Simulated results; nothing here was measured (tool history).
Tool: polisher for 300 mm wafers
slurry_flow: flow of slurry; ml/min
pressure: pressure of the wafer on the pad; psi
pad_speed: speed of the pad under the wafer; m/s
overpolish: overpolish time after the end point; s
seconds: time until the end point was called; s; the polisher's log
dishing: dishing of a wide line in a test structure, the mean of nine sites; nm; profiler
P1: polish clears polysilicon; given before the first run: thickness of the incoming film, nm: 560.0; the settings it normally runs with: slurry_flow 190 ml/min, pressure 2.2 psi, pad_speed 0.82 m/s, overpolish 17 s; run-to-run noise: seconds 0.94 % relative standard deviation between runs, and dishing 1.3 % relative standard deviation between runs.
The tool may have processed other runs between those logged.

run	hour	slurry_flow	pressure	pad_speed	overpolish	seconds	dishing
1	13.3	190	2.2	0.82	17	56.072	43.769
2	27.5	190	2.2	0.38	17	122.58	36.816
3	38.8	190	1.2	0.82	17	103.78	39.428
4	47.3	190	3.3	0.82	17	38.039	44.518
5	62.7	190	2.2	0.82	17	57.201	44.505
6	75.9	190	2.2	0.82	28	56.47	44.277
# hour 79.6: head pressure recalibrated
7	89.4	280	2.2	0.82	17	53.869	44.154
8	103.8	240	2.2	0.82	31	54.791	44.924
9	115.7	190	2.2	1.28	17	36.157	45.813
10	131.4	190	2.2	0.82	5	56.095	29.13
11	145.1	115	2.2	0.82	17	62.974	43.514
12	162	190	2.2	0.82	17	56.584	44.84
13	172.3	190	2.2	0.82	17	56.831	44.765
14	190.6	190	2.2	0.82	17	57.191	43.975
15	208.8	190	2.2	0.82	17	56.112	44.331
16	226.9	190	2.2	0.82	17	59.177	44.179
# hour 243.7: head pressure recalibrated
17	244.4	190	2.2	0.82	17	59.419	44.536
18	257.9	190	2.2	0.82	17	60.444	43.701
19	267.6	190	2.2	0.82	17	60.824	44.268
20	282.5	190	2.2	0.82	17	60.125	43.595

Predict the results of run 21:
21	291.9	190	2.2	0.82	17	?	?

seconds: 59.735 s
dishing: 42.967 nm

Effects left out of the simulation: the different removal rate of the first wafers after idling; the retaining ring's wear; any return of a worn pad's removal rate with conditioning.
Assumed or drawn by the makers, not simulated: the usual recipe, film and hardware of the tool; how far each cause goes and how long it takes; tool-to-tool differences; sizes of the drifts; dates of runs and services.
